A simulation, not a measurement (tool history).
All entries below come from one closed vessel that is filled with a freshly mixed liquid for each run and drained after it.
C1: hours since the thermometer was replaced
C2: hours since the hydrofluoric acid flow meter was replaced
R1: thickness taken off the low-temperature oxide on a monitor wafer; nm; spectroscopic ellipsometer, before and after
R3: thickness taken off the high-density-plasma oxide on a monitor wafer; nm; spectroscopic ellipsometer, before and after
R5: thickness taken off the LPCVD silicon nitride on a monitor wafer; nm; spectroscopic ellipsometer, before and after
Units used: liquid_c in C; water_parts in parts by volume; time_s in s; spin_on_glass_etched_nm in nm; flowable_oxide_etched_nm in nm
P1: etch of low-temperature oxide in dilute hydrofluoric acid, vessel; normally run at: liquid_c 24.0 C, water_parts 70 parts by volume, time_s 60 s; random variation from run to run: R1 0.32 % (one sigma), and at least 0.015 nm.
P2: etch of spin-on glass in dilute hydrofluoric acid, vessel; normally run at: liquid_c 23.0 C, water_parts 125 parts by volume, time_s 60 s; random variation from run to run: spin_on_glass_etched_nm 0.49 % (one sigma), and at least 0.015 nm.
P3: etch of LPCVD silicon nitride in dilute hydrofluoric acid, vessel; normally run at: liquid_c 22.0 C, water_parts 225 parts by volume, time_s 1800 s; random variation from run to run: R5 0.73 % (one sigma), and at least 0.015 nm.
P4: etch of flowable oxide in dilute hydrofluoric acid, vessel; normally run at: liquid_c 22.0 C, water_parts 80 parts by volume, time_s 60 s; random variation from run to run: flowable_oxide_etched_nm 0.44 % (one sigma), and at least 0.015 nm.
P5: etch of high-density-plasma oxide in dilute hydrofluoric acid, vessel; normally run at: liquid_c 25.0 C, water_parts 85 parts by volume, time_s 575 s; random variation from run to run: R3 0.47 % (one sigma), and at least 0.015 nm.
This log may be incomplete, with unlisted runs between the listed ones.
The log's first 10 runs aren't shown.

{"run": 11, "hour": 68.1, "process": "P5", "liquid_c": 25.0, "water_parts": 140, "time_s": 575, "C1": 481.6, "C2": 225.2, "R3": 20.887}
{"run": 12, "hour": 75.3, "process": "P5", "liquid_c": 25.0, "water_parts": 85, "time_s": 575, "C1": 488.8, "C2": 232.4, "R3": 36.75}
{"run": 13, "hour": 81.6, "process": "P3", "liquid_c": 22.0, "water_parts": 225, "time_s": 2885, "C1": 495.1, "C2": 238.7, "R5": 5.3764}
{"run": 14, "hour": 87.0, "process": "P1", "liquid_c": 24.0, "water_parts": 70, "time_s": 60, "C1": 500.5, "C2": 244.1, "R1": 14.92}
{"run": 15, "hour": 91.7, "process": "P4", "liquid_c": 22.0, "water_parts": 80, "time_s": 60, "C1": 505.2, "C2": 248.8, "flowable_oxide_etched_nm": 28.237}
{"run": 16, "hour": 95.8, "process": "P4", "liquid_c": 22.0, "water_parts": 50, "time_s": 60, "C1": 509.3, "C2": 252.9, "flowable_oxide_etched_nm": 46.883}
{"run": 17, "hour": 99.8, "process": "P2", "liquid_c": 23.0, "water_parts": 70, "time_s": 60, "C1": 513.3, "C2": 256.9, "spin_on_glass_etched_nm": 26.206}
{"run": 18, "hour": 106.2, "process": "P3", "liquid_c": 22.0, "water_parts": 225, "time_s": 1800, "C1": 519.7, "C2": 263.3, "R5": 3.3822}
{"run": 19, "hour": 112.0, "process": "P1", "liquid_c": 24.0, "water_parts": 70, "time_s": 30, "C1": 525.5, "C2": 269.1, "R1": 7.4668}
{"run": 20, "hour": 116.9, "process": "P1", "liquid_c": 18.0, "water_parts": 115, "time_s": 60, "C1": 530.4, "C2": 274.0, "R1": 6.7332}
{"run": 21, "hour": 123.6, "process": "P1", "liquid_c": 24.0, "water_parts": 70, "time_s": 105, "C1": 537.1, "C2": 280.7, "R1": 26.253}
{"run": 22, "hour": 130.8, "process": "P2", "liquid_c": 23.0, "water_parts": 125, "time_s": 60, "C1": 544.3, "C2": 287.9, "spin_on_glass_etched_nm": 13.647}
{"run": 23, "hour": 136.2, "process": "P1", "liquid_c": 24.0, "water_parts": 40, "time_s": 60, "C1": 549.7, "C2": 293.3, "R1": 27.264}
{"run": 24, "hour": 143.7, "process": "P5", "liquid_c": 17.5, "water_parts": 85, "time_s": 575, "C1": 557.2, "C2": 300.8, "R3": 26.905}
{"run": 25, "hour": 148.0, "process": "P3", "liquid_c": 17.0, "water_parts": 225, "time_s": 1800, "C1": 561.5, "C2": 305.1, "R5": 2.4007}
{"run": 26, "hour": 155.2, "process": "P3", "liquid_c": 22.0, "water_parts": 80, "time_s": 1800, "C1": 568.7, "C2": 312.3, "R5": 9.2056}
{"run": 27, "hour": 159.0, "process": "P1", "liquid_c": 24.0, "water_parts": 70, "time_s": 60, "C1": 572.5, "C2": 316.1, "R1": 14.996}
{"run": 28, "hour": 165.5, "process": "P4", "liquid_c": 22.0, "water_parts": 80, "time_s": 30, "C1": 579.0, "C2": 322.6, "flowable_oxide_etched_nm": 14.093}
{"run": 29, "hour": 171.7, "process": "P1", "liquid_c": 17.0, "water_parts": 70, "time_s": 60, "C1": 585.2, "C2": 328.8, "R1": 11.202}
{"run": 30, "hour": 178.5, "process": "P1", "liquid_c": 29.0, "water_parts": 70, "time_s": 30, "C1": 592.0, "C2": 335.6, "R1": 9.1231}
{"run": 31, "hour": 186.3, "process": "P1", "liquid_c": 24.0, "water_parts": 70, "time_s": 60, "C1": 599.8, "C2": 343.4, "R1": 14.828}
{"run": 32, "hour": 194.4, "process": "P1", "liquid_c": 24.0, "water_parts": 70, "time_s": 60, "C1": 607.9, "C2": 351.5, "R1": 15.727}
{"run": 33, "hour": 198.3, "process": "P1", "liquid_c": 24.0, "water_parts": 70, "time_s": 60, "C1": 611.8, "C2": 355.4, "R1": 15.819}
{"run": 34, "hour": 202.8, "process": "P1", "liquid_c": 24.0, "water_parts": 70, "time_s": 60, "C1": 616.3, "C2": 359.9, "R1": 15.871}

Run 35, settings as shown, results not yet in. Your forecast:
{"run": 35, "hour": 207.9, "process": "P1", "liquid_c": 24.0, "water_parts": 70, "time_s": 60, "C1": 621.4, "C2": 365.0, "R1": "?"}

{"run 35": {"R1": 15.974}}
